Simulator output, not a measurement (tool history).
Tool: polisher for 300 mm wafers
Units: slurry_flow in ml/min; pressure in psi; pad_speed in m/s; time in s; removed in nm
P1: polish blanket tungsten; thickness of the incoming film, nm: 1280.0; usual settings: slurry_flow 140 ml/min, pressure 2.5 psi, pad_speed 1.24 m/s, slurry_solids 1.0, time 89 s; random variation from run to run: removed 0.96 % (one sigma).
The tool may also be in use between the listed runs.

run,day,slurry_flow,pressure,pad_speed,slurry_solids,time,removed
1,0.408,140,2.5,1.24,1.0,89,290.78
2,0.796,140,3.7,1.24,1.0,89,428.25
3,1.146,215,2.5,1.24,1.0,89,314.49
4,1.588,140,2.5,1.24,1.0,113,367.10
5,1.883,140,1.1,1.24,1.0,89,128.79
6,2.258,140,2.5,1.24,1.0,89,292.98
7,2.554,140,2.5,1.24,1.0,47,154.27
8,2.958,140,2.5,1.24,1.0,89,290.40
9,3.396,140,2.5,1.24,1.0,89,292.17
10,3.762,140,2.5,1.92,1.0,89,455.28
11,4.162,140,2.5,1.24,1.0,89,296.90
12,4.450,95,2.5,1.24,1.0,89,266.43
13,4.892,140,2.5,1.24,1.0,89,293.32
14,5.400,140,2.5,1.24,1.5,89,324.36
15,5.817,140,2.5,1.24,0.7,89,271.85
16,6.158,95,2.5,1.82,1.0,89,402.03
17,6.412,140,2.5,1.24,1.0,89,293.04
18,6.821,140,2.5,0.62,1.0,89,144.44
19,7.108,140,2.5,1.24,1.0,89,293.16
20,7.467,140,2.5,1.24,1.0,89,287.72
21,7.846,140,2.5,1.24,1.0,89,276.64
# day 8.238: head pressure recalibrated
22,8.262,140,2.5,1.24,1.0,89,268.27

Forecast run 23:
23,8.554,140,2.5,1.24,1.0,89,?

{"run 23": {"removed": 269.11}}
